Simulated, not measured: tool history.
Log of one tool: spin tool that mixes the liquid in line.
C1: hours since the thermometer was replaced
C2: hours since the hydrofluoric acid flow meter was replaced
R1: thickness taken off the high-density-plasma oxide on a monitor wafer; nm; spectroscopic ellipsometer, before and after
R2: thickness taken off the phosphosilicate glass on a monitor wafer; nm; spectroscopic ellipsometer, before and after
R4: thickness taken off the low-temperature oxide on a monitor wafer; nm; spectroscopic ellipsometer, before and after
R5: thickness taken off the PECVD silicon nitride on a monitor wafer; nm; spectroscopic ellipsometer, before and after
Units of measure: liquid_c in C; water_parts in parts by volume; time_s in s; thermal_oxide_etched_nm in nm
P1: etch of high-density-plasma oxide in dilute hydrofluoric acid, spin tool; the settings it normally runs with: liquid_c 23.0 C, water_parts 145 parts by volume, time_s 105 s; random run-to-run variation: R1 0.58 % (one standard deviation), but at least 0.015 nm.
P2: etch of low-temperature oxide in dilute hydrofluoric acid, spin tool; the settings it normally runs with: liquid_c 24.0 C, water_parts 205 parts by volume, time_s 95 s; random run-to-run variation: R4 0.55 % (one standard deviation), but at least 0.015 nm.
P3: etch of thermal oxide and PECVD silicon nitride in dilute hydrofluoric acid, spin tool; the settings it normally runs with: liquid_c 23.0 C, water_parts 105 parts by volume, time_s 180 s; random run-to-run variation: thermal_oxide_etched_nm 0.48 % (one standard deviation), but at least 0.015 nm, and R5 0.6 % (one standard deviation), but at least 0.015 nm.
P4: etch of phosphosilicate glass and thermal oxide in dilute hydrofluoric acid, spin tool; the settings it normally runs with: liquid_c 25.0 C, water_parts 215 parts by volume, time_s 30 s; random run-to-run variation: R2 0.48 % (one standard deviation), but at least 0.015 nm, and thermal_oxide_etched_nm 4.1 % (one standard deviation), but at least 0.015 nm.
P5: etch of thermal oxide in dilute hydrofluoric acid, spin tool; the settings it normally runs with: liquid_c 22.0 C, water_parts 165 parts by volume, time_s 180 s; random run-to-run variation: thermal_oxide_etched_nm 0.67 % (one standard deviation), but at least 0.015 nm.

Run 1, hour 14.9: process P1, liquid_c 23.0 C, water_parts 145 parts by volume, time_s 105 s; C1 675.1; C2 1127.0. Result: R1 4.58850 nm.
Run 2, hour 26.3: process P1, liquid_c 31.0 C, water_parts 145 parts by volume, time_s 105 s; C1 686.5; C2 1138.4. Result: R1 6.18630 nm.
Run 3, hour 40.1: process P1, liquid_c 17.0 C, water_parts 145 parts by volume, time_s 105 s; C1 700.3; C2 1152.2. Result: R1 3.65710 nm.
Run 4, hour 52.1: process P4, liquid_c 25.0 C, water_parts 215 parts by volume, time_s 30 s; C1 712.3; C2 1164.2. Result: R2 11.5880 nm, thermal_oxide_etched_nm 0.55410 nm.
Run 5, hour 60.1: process P2, liquid_c 24.0 C, water_parts 205 parts by volume, time_s 15 s; C1 720.3; C2 1172.2. Result: R4 1.3965 nm.
Run 6, hour 70.8: process P1, liquid_c 23.0 C, water_parts 235 parts by volume, time_s 35 s; C1 731.0; C2 1182.9. Result: R1 0.84839 nm.
Run 7, hour 86.4: process P1, liquid_c 23.0 C, water_parts 145 parts by volume, time_s 105 s; C1 746.6; C2 1198.5. Result: R1 4.56810 nm.
Run 8, hour 101.5: process P1, liquid_c 23.0 C, water_parts 145 parts by volume, time_s 105 s; C1 761.7; C2 1213.6. Result: R1 4.57400 nm.
Run 9, hour 114.2: process P1, liquid_c 23.0 C, water_parts 145 parts by volume, time_s 105 s; C1 774.4; C2 1226.3. Result: R1 4.64100 nm.
Run 10, hour 131.0: process P5, liquid_c 22.0 C, water_parts 165 parts by volume, time_s 350 s; C1 791.2; C2 1243.1. Result: thermal_oxide_etched_nm 8.26910 nm.
Run 11, hour 139.2: process P5, liquid_c 22.0 C, water_parts 245 parts by volume, time_s 180 s; C1 799.4; C2 1251.3. Result: thermal_oxide_etched_nm 2.64400 nm.
Run 12, hour 152.5: process P2, liquid_c 31.0 C, water_parts 205 parts by volume, time_s 95 s; C1 812.7; C2 1264.6. Result: R4 11.5560 nm.
Run 13, hour 160.7: process P1, liquid_c 23.0 C, water_parts 145 parts by volume, time_s 170 s; C1 820.9; C2 1272.8. Result: R1 7.50220 nm.
Run 14, hour 174.2: process P3, liquid_c 23.0 C, water_parts 105 parts by volume, time_s 180 s; C1 834.4; C2 1286.3. Result: thermal_oxide_etched_nm 7.85650 nm, R5 5.7390 nm.
Run 15, hour 181.9: process P5, liquid_c 27.5 C, water_parts 165 parts by volume, time_s 180 s; C1 842.1; C2 1294.0. Result: thermal_oxide_etched_nm 5.26390 nm.
Run 16, hour 190.1: process P2, liquid_c 24.0 C, water_parts 205 parts by volume, time_s 95 s; C1 850.3; C2 1302.2. Result: R4 8.9469 nm.
Run 17, hour 200.4: process P3, liquid_c 27.5 C, water_parts 105 parts by volume, time_s 180 s; C1 860.6; C2 1312.5. Result: thermal_oxide_etched_nm 9.36040 nm, R5 7.7296 nm.
Run 18, hour 209.5: process P3, liquid_c 23.0 C, water_parts 150 parts by volume, time_s 180 s; C1 869.7; C2 1321.6. Result: thermal_oxide_etched_nm 5.21990 nm, R5 4.0532 nm.
Run 19, hour 222.6: process P4, liquid_c 30.5 C, water_parts 215 parts by volume, time_s 30 s; C1 882.8; C2 1334.7. Result: R2 14.2030 nm, thermal_oxide_etched_nm 0.73634 nm.
Run 20, hour 234.8: process P1, liquid_c 23.0 C, water_parts 85 parts by volume, time_s 105 s; C1 895.0; C2 1346.9. Result: R1 8.41400 nm.
Run 21, hour 245.8: process P3, liquid_c 23.0 C, water_parts 105 parts by volume, time_s 290 s; C1 906.0; C2 1357.9. Result: thermal_oxide_etched_nm 12.55800 nm, R5 9.3014 nm.
Run 22, hour 255.3: process P4, liquid_c 25.0 C, water_parts 315 parts by volume, time_s 30 s; C1 915.5; C2 1367.4. Result: R2 7.1856 nm, thermal_oxide_etched_nm 0.34344 nm.
Run 23, hour 266.0: process P1, liquid_c 23.0 C, water_parts 145 parts by volume, time_s 105 s; C1 926.2; C2 1378.1. Result: R1 4.62900 nm.
Run 24, hour 274.7: process P1, liquid_c 23.0 C, water_parts 145 parts by volume, time_s 105 s; C1 934.9; C2 1386.8. Result: R1 4.56860 nm.
Run 25, hour 289.1: process P4, liquid_c 25.0 C, water_parts 215 parts by volume, time_s 15 s; C1 949.3; C2 1401.2. Result: R2 5.8521 nm, thermal_oxide_etched_nm 0.29184 nm.
Run 26, hour 297.8: process P4, liquid_c 25.0 C, water_parts 215 parts by volume, time_s 30 s; C1 958.0; C2 1409.9. Result: R2 11.6630 nm, thermal_oxide_etched_nm 0.53956 nm.
Run 27, hour 309.2: process P1, liquid_c 23.0 C, water_parts 230 parts by volume, time_s 105 s; C1 969.4; C2 1421.3. Result: R1 2.62650 nm.
Run 28, hour 326.3: process P1, liquid_c 23.0 C, water_parts 145 parts by volume, time_s 55 s; C1 986.5; C2 1438.4. Result: R1 2.39700 nm.
Run 29, hour 341.2: process P2, liquid_c 24.0 C, water_parts 205 parts by volume, time_s 95 s; C1 1001.4; C2 1453.3. Result: R4 8.9311 nm.
Run 30, hour 352.6: process P1, liquid_c 23.0 C, water_parts 145 parts by volume, time_s 105 s; C1 1012.8; C2 1464.7. Result: R1 4.57850 nm.
Run 31, hour 362.4: process P2, liquid_c 24.0 C, water_parts 55 parts by volume, time_s 95 s; C1 1022.6; C2 1474.5. Result: R4 39.8690 nm.

Expected results for the next run?
Run 32, hour 376.5: process P5, liquid_c 22.0 C, water_parts 165 parts by volume, time_s 180 s; C1 1036.7; C2 1488.6. Result: thermal_oxide_etched_nm ?.

Run 32 came out at thermal_oxide_etched_nm 4.29140 nm.
